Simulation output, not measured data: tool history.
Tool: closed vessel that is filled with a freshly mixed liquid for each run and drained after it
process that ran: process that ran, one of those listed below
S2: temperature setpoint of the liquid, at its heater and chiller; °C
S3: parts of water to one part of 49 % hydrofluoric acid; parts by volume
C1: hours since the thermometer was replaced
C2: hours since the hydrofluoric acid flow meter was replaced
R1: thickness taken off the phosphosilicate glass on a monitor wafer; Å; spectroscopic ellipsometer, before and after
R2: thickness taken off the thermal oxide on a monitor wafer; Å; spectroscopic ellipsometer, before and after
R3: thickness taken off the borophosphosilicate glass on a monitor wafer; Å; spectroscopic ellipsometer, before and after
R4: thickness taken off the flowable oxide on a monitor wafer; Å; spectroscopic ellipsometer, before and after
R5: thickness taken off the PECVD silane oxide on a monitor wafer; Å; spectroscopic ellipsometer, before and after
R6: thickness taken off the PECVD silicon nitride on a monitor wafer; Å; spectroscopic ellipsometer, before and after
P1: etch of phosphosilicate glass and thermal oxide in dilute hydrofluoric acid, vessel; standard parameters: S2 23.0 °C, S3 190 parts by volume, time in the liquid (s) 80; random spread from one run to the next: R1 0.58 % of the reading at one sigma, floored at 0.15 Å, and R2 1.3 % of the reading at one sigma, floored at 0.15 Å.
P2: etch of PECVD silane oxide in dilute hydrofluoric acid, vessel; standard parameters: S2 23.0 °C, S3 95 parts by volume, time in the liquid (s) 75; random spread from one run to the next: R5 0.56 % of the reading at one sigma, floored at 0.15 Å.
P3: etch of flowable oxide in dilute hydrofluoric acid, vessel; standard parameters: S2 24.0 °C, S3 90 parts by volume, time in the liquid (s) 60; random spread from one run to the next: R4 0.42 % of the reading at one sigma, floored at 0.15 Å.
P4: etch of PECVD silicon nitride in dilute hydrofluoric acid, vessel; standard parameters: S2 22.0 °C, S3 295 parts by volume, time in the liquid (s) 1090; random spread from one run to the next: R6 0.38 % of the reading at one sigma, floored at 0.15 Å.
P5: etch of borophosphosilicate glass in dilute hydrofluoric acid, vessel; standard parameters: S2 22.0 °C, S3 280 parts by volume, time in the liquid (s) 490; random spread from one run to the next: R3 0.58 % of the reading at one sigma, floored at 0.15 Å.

run 1 hour=9.3 | process_that_ran=P1 S2=23.0 S3=190 time_in_the_liquid_(s)=80 | C1=652.8 C2=1460.3 | R1=636.26 R2=17.5540
run 2 hour=23.0 | process_that_ran=P5 S2=26.0 S3=280 time_in_the_liquid_(s)=490 | C1=666.5 C2=1474.0 | R3=538.730
run 3 hour=32.6 | process_that_ran=P3 S2=24.0 S3=90 time_in_the_liquid_(s)=60 | C1=676.1 C2=1483.6 | R4=351.37
run 4 hour=46.8 | process_that_ran=P2 S2=23.0 S3=95 time_in_the_liquid_(s)=75 | C1=690.3 C2=1497.8 | R5=163.050
run 5 hour=58.9 | process_that_ran=P3 S2=24.0 S3=20 time_in_the_liquid_(s)=60 | C1=702.4 C2=1509.9 | R4=1736.10
run 6 hour=68.1 | process_that_ran=P1 S2=23.0 S3=295 time_in_the_liquid_(s)=80 | C1=711.6 C2=1519.1 | R1=365.82 R2=10.3360
run 7 hour=76.2 | process_that_ran=P1 S2=23.0 S3=190 time_in_the_liquid_(s)=80 | C1=719.7 C2=1527.2 | R1=643.65 R2=17.8160
run 8 hour=88.1 | process_that_ran=P3 S2=24.0 S3=90 time_in_the_liquid_(s)=105 | C1=731.6 C2=1539.1 | R4=615.47
run 9 hour=94.5 | process_that_ran=P5 S2=22.0 S3=450 time_in_the_liquid_(s)=490 | C1=738.0 C2=1545.5 | R3=250.150
run 10 hour=104.1 | process_that_ran=P5 S2=22.0 S3=280 time_in_the_liquid_(s)=490 | C1=747.6 C2=1555.1 | R3=466.140
run 11 hour=113.7 | process_that_ran=P1 S2=23.0 S3=190 time_in_the_liquid_(s)=80 | C1=757.2 C2=1564.7 | R1=642.91 R2=18.1160
run 12 hour=121.8 | process_that_ran=P3 S2=24.0 S3=90 time_in_the_liquid_(s)=60 | C1=765.3 C2=1572.8 | R4=351.25
run 13 hour=133.4 | process_that_ran=P1 S2=26.5 S3=55 time_in_the_liquid_(s)=80 | C1=776.9 C2=1584.4 | R1=2976.50 R2=83.9060
run 14 hour=142.5 | process_that_ran=P1 S2=18.5 S3=190 time_in_the_liquid_(s)=80 | C1=786.0 C2=1593.5 | R1=534.01 R2=14.4840
run 15 hour=155.2 | process_that_ran=P1 S2=23.0 S3=190 time_in_the_liquid_(s)=130 | C1=798.7 C2=1606.2 | R1=1047.70 R2=27.9420
run 16 hour=168.8 | process_that_ran=P4 S2=22.0 S3=295 time_in_the_liquid_(s)=1090 | C1=812.3 C2=1619.8 | R6=67.984
run 17 hour=181.5 | process_that_ran=P1 S2=23.0 S3=190 time_in_the_liquid_(s)=80 | C1=825.0 C2=1632.5 | R1=643.54 R2=17.5830
run 18 hour=195.1 | process_that_ran=P2 S2=26.5 S3=95 time_in_the_liquid_(s)=75 | C1=838.6 C2=1646.1 | R5=189.430
run 19 hour=206.9 | process_that_ran=P2 S2=23.0 S3=170 time_in_the_liquid_(s)=75 | C1=850.4 C2=1657.9 | R5=84.582
run 20 hour=217.2 | process_that_ran=P4 S2=17.0 S3=295 time_in_the_liquid_(s)=1090 | C1=860.7 C2=1668.2 | R6=49.463
-- hour=221.9 hydrofluoric acid flow meter replaced
run 21 hour=229.9 | process_that_ran=P1 S2=29.5 S3=190 time_in_the_liquid_(s)=80 | C1=873.4 C2=8.0 | R1=815.79 R2=21.9930
run 22 hour=238.2 | process_that_ran=P3 S2=28.0 S3=90 time_in_the_liquid_(s)=60 | C1=881.7 C2=16.3 | R4=409.78
run 23 hour=249.6 | process_that_ran=P2 S2=23.0 S3=95 time_in_the_liquid_(s)=75 | C1=893.1 C2=27.7 | R5=165.910
run 24 hour=263.6 | process_that_ran=P2 S2=23.0 S3=95 time_in_the_liquid_(s)=30 | C1=907.1 C2=41.7 | R5=65.763
run 25 hour=276.4 | process_that_ran=P5 S2=22.0 S3=280 time_in_the_liquid_(s)=50 | C1=919.9 C2=54.5 | R3=47.795
run 26 hour=289.8 | process_that_ran=P1 S2=23.0 S3=190 time_in_the_liquid_(s)=80 | C1=933.3 C2=67.9 | R1=645.25 R2=17.8980
run 27 hour=298.9 | process_that_ran=P1 S2=23.0 S3=190 time_in_the_liquid_(s)=30 | C1=942.4 C2=77.0 | R1=240.26 R2=6.5931
run 28 hour=312.6 | process_that_ran=P1 S2=23.0 S3=65 time_in_the_liquid_(s)=80 | C1=956.1 C2=90.7 | R1=2187.30 R2=59.8680
run 29 hour=322.0 | process_that_ran=P4 S2=22.0 S3=480 time_in_the_liquid_(s)=1090 | C1=965.5 C2=100.1 | R6=42.273
run 30 hour=334.5 | process_that_ran=P4 S2=22.0 S3=295 time_in_the_liquid_(s)=1875 | C1=978.0 C2=112.6 | R6=116.970
run 31 hour=342.1 | process_that_ran=P1 S2=23.0 S3=190 time_in_the_liquid_(s)=80 | C1=985.6 C2=120.2 | R1=640.16 R2=17.4220
run 32 hour=353.7 | process_that_ran=P1 S2=23.0 S3=190 time_in_the_liquid_(s)=80 | C1=997.2 C2=131.8 | R1=673.95 R2=18.4420
run 33 hour=361.5 | process_that_ran=P1 S2=23.0 S3=190 time_in_the_liquid_(s)=80 | C1=1005.0 C2=139.6 | R1=675.22 R2=18.8610
run 34 hour=369.9 | process_that_ran=P1 S2=23.0 S3=190 time_in_the_liquid_(s)=80 | C1=1013.4 C2=148.0 | R1=679.79 R2=19.2960
run 35 hour=376.8 | process_that_ran=P1 S2=23.0 S3=190 time_in_the_liquid_(s)=80 | C1=1020.3 C2=154.9 | R1=688.41 R2=18.8520
run 36 hour=390.0 | process_that_ran=P1 S2=23.0 S3=190 time_in_the_liquid_(s)=80 | C1=1033.5 C2=168.1 | R1=699.24 R2=19.0620
run 37 hour=400.2 | process_that_ran=P1 S2=23.0 S3=190 time_in_the_liquid_(s)=80 | C1=1043.7 C2=178.3 | R1=694.90 R2=18.9790

P1 no longer gives what it gave before; its output has crept away from where it was. The following 2 causes, each at its listed size, fit the log equally well:
A: hydrofluoric acid flow above the setpoint (%) = 6.38
B: liquid hotter than its thermometer reads (K) = 1.99
At approximately hour 342.1, the process output began to creep.

Which of the 4 check runs listed below separates the causes, so that each cause would produce a clearly different result? Each run uses one wafer, and its results are marked with question marks.
run check 1 hour=410.4 | process_that_ran=P3 S2=24.0 S3=90 time_in_the_liquid_(s)=60 | R4=?
run check 2 hour=410.4 | process_that_ran=P5 S2=22.0 S3=280 time_in_the_liquid_(s)=490 | R3=?
run check 3 hour=410.4 | process_that_ran=P4 S2=22.0 S3=295 time_in_the_liquid_(s)=1090 | R6=?
run check 4 hour=410.4 | process_that_ran=P2 S2=23.0 S3=95 time_in_the_liquid_(s)=75 | R5=?

What every check run would give for each of its results, assuming each possible cause in turn:
check=check_1 result=R4 if_A=376.99 if_B=380.81
check=check_2 result=R3 if_A=507.030 if_B=503.450
check=check_3 result=R6 if_A=71.986 if_B=76.617
check=check_4 result=R5 if_A=177.210 if_B=179.050
Smallest distance between any two causes, each pair judged by its most separating result, in per cent: check 1 1.01 %; check 2 0.71 %; check 3 6.23 %; check 4 1.03 %
Of the check runs offered, only check 3 discriminates between the causes; the rest would read about the same regardless of which cause applies.

After running check 3, the following was obtained: R6 72.164 Å. Which cause does this point to?

It was cause A: hydrofluoric acid flow above the setpoint (%).
